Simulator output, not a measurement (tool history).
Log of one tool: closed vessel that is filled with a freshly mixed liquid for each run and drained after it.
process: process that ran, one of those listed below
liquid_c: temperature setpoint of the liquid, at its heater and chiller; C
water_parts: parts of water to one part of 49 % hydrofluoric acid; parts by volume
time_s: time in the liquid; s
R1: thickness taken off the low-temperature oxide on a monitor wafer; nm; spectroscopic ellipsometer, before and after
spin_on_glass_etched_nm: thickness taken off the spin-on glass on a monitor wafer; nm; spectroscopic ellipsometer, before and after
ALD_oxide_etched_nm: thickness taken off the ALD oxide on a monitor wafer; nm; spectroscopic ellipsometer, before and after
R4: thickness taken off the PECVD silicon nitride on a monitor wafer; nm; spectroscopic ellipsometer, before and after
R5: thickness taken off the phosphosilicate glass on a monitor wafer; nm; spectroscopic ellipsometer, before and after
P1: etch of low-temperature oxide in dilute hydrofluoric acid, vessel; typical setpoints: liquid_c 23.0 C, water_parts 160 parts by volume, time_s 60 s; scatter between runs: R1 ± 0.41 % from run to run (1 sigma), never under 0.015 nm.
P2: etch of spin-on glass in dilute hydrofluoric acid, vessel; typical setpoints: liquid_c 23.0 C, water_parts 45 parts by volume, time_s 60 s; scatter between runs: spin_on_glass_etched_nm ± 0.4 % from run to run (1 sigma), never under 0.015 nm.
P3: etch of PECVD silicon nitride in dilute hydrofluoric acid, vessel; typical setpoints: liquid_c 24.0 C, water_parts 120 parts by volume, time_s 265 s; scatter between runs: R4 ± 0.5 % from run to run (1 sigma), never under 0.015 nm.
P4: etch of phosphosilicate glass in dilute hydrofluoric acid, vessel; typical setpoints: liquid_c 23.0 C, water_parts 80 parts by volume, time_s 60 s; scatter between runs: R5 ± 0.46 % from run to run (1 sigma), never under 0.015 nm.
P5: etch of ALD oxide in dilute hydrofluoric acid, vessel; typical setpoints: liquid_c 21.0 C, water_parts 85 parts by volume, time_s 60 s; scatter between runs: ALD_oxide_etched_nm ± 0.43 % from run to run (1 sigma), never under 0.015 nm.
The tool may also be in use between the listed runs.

run 1 hour=9.7 | process=P1 liquid_c=23.0 water_parts=160 time_s=60 | R1=6.0961
run 2 hour=18.6 | process=P2 liquid_c=23.0 water_parts=20 time_s=60 | spin_on_glass_etched_nm=120.110
run 3 hour=26.3 | process=P2 liquid_c=23.0 water_parts=45 time_s=30 | spin_on_glass_etched_nm=26.213
run 4 hour=35.3 | process=P5 liquid_c=17.0 water_parts=85 time_s=60 | ALD_oxide_etched_nm=6.0444
run 5 hour=41.1 | process=P1 liquid_c=23.0 water_parts=160 time_s=60 | R1=6.0579
run 6 hour=46.4 | process=P1 liquid_c=23.0 water_parts=90 time_s=60 | R1=11.7880
run 7 hour=51.0 | process=P5 liquid_c=21.0 water_parts=150 time_s=60 | ALD_oxide_etched_nm=3.7541
run 8 hour=58.4 | process=P1 liquid_c=27.5 water_parts=160 time_s=60 | R1=7.1930
run 9 hour=64.4 | process=P3 liquid_c=17.0 water_parts=120 time_s=265 | R4=7.3299
run 10 hour=72.5 | process=P4 liquid_c=23.0 water_parts=80 time_s=60 | R5=70.771
run 11 hour=82.8 | process=P1 liquid_c=18.0 water_parts=160 time_s=60 | R1=5.0128
run 12 hour=87.3 | process=P2 liquid_c=30.0 water_parts=45 time_s=60 | spin_on_glass_etched_nm=68.673
run 13 hour=93.1 | process=P1 liquid_c=23.0 water_parts=160 time_s=30 | R1=3.0675
run 14 hour=99.3 | process=P1 liquid_c=23.0 water_parts=60 time_s=30 | R1=9.1214
run 15 hour=104.8 | process=P2 liquid_c=23.0 water_parts=45 time_s=60 | spin_on_glass_etched_nm=51.993
run 16 hour=114.9 | process=P1 liquid_c=19.5 water_parts=160 time_s=90 | R1=7.9591
run 17 hour=119.9 | process=P2 liquid_c=23.0 water_parts=45 time_s=60 | spin_on_glass_etched_nm=51.759
run 18 hour=126.0 | process=P1 liquid_c=23.0 water_parts=160 time_s=60 | R1=6.1184
run 19 hour=133.2 | process=P5 liquid_c=21.0 water_parts=85 time_s=60 | ALD_oxide_etched_nm=7.1491
run 20 hour=140.8 | process=P1 liquid_c=23.0 water_parts=260 time_s=60 | R1=3.3740
run 21 hour=146.3 | process=P4 liquid_c=23.0 water_parts=80 time_s=105 | R5=123.290
run 22 hour=153.6 | process=P5 liquid_c=21.0 water_parts=85 time_s=30 | ALD_oxide_etched_nm=3.5483
run 23 hour=164.0 | process=P3 liquid_c=24.0 water_parts=120 time_s=35 | R4=1.5684
run 24 hour=173.6 | process=P4 liquid_c=23.0 water_parts=80 time_s=60 | R5=71.173
run 25 hour=180.4 | process=P1 liquid_c=23.0 water_parts=160 time_s=60 | R1=6.1146
run 26 hour=187.9 | process=P3 liquid_c=24.0 water_parts=65 time_s=265 | R4=21.5110
run 27 hour=195.3 | process=P1 liquid_c=23.0 water_parts=160 time_s=60 | R1=6.0945
run 28 hour=205.0 | process=P4 liquid_c=23.0 water_parts=135 time_s=60 | R5=39.539
run 29 hour=211.0 | process=P4 liquid_c=30.5 water_parts=80 time_s=60 | R5=94.921
run 30 hour=220.3 | process=P3 liquid_c=24.0 water_parts=120 time_s=265 | R4=11.6980
-- hour=221.8 thermometer replaced
run 31 hour=227.9 | process=P1 liquid_c=23.0 water_parts=40 time_s=110 | R1=51.5040
run 32 hour=237.9 | process=P1 liquid_c=23.0 water_parts=160 time_s=105 | R1=10.6420
run 33 hour=247.0 | process=P1 liquid_c=23.0 water_parts=160 time_s=60 | R1=6.1348
run 34 hour=254.1 | process=P1 liquid_c=23.0 water_parts=160 time_s=60 | R1=6.3098
run 35 hour=261.2 | process=P1 liquid_c=23.0 water_parts=160 time_s=60 | R1=6.4402
run 36 hour=267.7 | process=P1 liquid_c=23.0 water_parts=160 time_s=60 | R1=6.5786
run 37 hour=272.5 | process=P1 liquid_c=23.0 water_parts=160 time_s=60 | R1=6.5502
run 38 hour=280.3 | process=P1 liquid_c=23.0 water_parts=160 time_s=60 | R1=6.5678
run 39 hour=289.2 | process=P1 liquid_c=23.0 water_parts=160 time_s=60 | R1=6.5782

P1 no longer gives what it gave before; its output has crept away from where it was. The following 2 causes, each at its listed size, fit the log equally well:
A: liquid hotter than its thermometer reads (K) = 2.03
B: hydrofluoric acid flow above the setpoint (%) = 6.77
The creep began at about hour 247.0.

Consider the 4 single-wafer check runs listed below, results given as question marks: which one distinguishes between the causes by giving clearly different results for each?
run check 1 hour=298.1 | process=P5 liquid_c=21.0 water_parts=85 time_s=30 | ALD_oxide_etched_nm=?
run check 2 hour=298.1 | process=P4 liquid_c=28.0 water_parts=130 time_s=60 | R5=?
run check 3 hour=298.1 | process=P3 liquid_c=20.0 water_parts=120 time_s=265 | R4=?
run check 4 hour=298.1 | process=P2 liquid_c=29.5 water_parts=45 time_s=60 | spin_on_glass_etched_nm=?

Outcome of each check run for each possible cause:
check=check_1 result=ALD_oxide_etched_nm if_A=3.8686 if_B=3.8267
check=check_2 result=R5 if_A=53.581 if_B=53.648
check=check_3 result=R4 if_A=10.2580 if_B=9.5444
check=check_4 result=spin_on_glass_etched_nm if_A=73.269 if_B=72.546
Smallest distance between any two causes, each pair judged by its most separating result, in per cent: check 1 1.09 %; check 2 0.13 %; check 3 7.21 %; check 4 0.99 %
Only in check 3 would the causes give clearly different results; in the remaining checks their results would be nearly the same.

Check 3 has now been run. It gave: R4 9.5705 nm. Which of the candidate causes is it?

It is B: hydrofluoric acid flow above the setpoint (%).

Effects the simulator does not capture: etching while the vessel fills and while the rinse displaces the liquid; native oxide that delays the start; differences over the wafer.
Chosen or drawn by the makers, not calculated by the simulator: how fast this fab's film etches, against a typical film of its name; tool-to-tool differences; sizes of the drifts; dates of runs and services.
